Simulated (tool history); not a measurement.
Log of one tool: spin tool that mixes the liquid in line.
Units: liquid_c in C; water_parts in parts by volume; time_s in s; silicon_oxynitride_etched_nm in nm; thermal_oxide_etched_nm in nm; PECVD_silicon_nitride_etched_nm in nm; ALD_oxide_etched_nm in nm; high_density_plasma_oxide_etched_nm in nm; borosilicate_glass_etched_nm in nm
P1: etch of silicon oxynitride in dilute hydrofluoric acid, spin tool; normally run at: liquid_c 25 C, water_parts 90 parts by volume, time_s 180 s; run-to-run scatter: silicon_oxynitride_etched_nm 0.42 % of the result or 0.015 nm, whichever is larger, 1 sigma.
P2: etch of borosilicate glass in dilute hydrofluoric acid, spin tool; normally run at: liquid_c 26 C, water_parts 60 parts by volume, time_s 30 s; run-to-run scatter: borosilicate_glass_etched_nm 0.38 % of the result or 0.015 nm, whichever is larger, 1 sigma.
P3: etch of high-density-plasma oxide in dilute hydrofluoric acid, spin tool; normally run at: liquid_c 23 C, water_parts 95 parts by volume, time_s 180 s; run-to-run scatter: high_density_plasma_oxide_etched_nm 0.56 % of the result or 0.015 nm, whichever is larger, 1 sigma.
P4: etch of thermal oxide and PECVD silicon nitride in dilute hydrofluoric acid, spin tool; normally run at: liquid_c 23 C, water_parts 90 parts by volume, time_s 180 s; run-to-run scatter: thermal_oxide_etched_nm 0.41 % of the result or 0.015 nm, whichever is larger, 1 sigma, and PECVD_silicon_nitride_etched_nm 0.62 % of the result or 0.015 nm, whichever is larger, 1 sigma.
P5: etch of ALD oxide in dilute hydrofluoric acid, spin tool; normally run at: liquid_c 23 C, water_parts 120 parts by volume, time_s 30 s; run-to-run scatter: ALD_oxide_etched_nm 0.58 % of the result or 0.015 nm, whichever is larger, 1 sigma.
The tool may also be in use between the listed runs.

run   hour  process  liquid_c  water_parts  time_s  hours since the thermometer was replaced  hours since the hydrofluoric acid flow meter was replaced  silicon_oxynitride_etched_nm  thermal_oxide_etched_nm  PECVD_silicon_nitride_etched_nm  ALD_oxide_etched_nm  high_density_plasma_oxide_etched_nm  borosilicate_glass_etched_nm
  1   10.4       P1        25           90     180                                     786.7                                                     1569.9                       9.69270
  2   17.9       P1        25           90     180                                     794.2                                                     1577.4                       9.72010
  3   25.6       P1        25           50      15                                     801.9                                                     1585.1                       1.53580
  4   37.0       P1        25           60      30                                     813.3                                                     1596.5                       2.49160
  5   45.9       P4        23           90     270                                     822.2                                                     1605.4                                                13.4990                           6.4940
  6   52.2       P1        25           90     180                                     828.5                                                     1611.7                       9.75010
  7   65.4       P5        23          120      30                                     841.7                                                     1624.9                                                                                                       6.4213
  8   74.3       P5        23          120      15                                     850.6                                                     1633.8                                                                                                       3.1903
  9   87.9       P1        25           90     100                                     864.2                                                     1647.4                       5.41310
 10  100.6       P4        30           90     180                                     876.9                                                     1660.1                                                11.8010                           6.7663
 11  107.0       P4        23           40     180                                     883.3                                                     1666.5                                                21.8430                           9.5888
 12  114.0       P1        25           90     290                                     890.3                                                     1673.5                      15.56900
 13  121.3       P3        28           95     180                                     897.6                                                     1680.8                                                                                                                                          11.60300
 14  133.7       P2        26           30      30                                     910.0                                                     1693.2                                                                                                                                                                          33.114
 15  145.7       P1        20           90     180                                     922.0                                                     1705.2                       7.57560
 16  155.7       P3        23           95      15                                     932.0                                                     1715.2                                                                                                                                           0.80361
 17  170.1       P2        26           60      45                                     946.4                                                     1729.6                                                                                                                                                                          23.906
 18  176.9       P1        25           90     180                                     953.2                                                     1736.4                       9.66030
 19  189.1       P1        25          155      30                                     965.4                                                     1748.6                       0.91024
 20  198.2       P1        25           90     180                                     974.5                                                     1757.7                       9.71070
 21  211.8       P5        23           25      30                                     988.1                                                     1771.3                                                                                                      34.6320
 22  218.9       P1        25           90     180                                     995.2                                                     1778.4                       9.69170
 23  227.6       P1        25          145     180                                    1003.9                                                     1787.1                       5.75930
 24  236.9       P1        25           35     180                                    1013.2                                                     1796.4                      25.95400
 25  244.1       P4        23           90     180                                    1020.4                                                     1803.6                                                 9.0999                           4.3336
 26  251.3       P2        18           60      30                                    1027.6                                                     1810.8                                                                                                                                                                          11.445
 27  264.1       P1        31           90     180                                    1040.4                                                     1823.6                      12.87200
 28  273.0       P2        26           60      30                                    1049.3                                                     1832.5                                                                                                                                                                          15.959
 29  287.2       P2        26           60      30                                    1063.5                                                     1846.7                                                                                                                                                                          15.921
 30  294.8       P5        29          120      30                                    1071.1                                                     1854.3                                                                                                       8.0816
 31  306.8       P1        25           90     180                                    1083.1                                                     1866.3                       9.78180
 32  319.3       P3        23           20     180                                    1095.6                                                     1878.8                                                                                                                                          49.48100
 33  326.7       P3        23           95     180                                    1103.0                                                     1886.2                                                                                                                                           9.47840
 34  336.8       P1        25           90     180                                    1113.1                                                     1896.3                       9.67280
 35  349.8       P1        25           90     180                                    1126.1                                                     1909.3                       9.45000
 36  358.9       P1        25           90     180                                    1135.2                                                     1918.4                       9.22130
 37  371.9       P1        25           90     180                                    1148.2                                                     1931.4                       9.15190
 38  380.0       P1        25           90     180                                    1156.3                                                     1939.5                       9.13670

Forecast run 39:
 39  393.7       P1        25           90     180                                    1170.0                                                     1953.2                             ?

{"run 39": {"silicon_oxynitride_etched_nm": 9.052}}
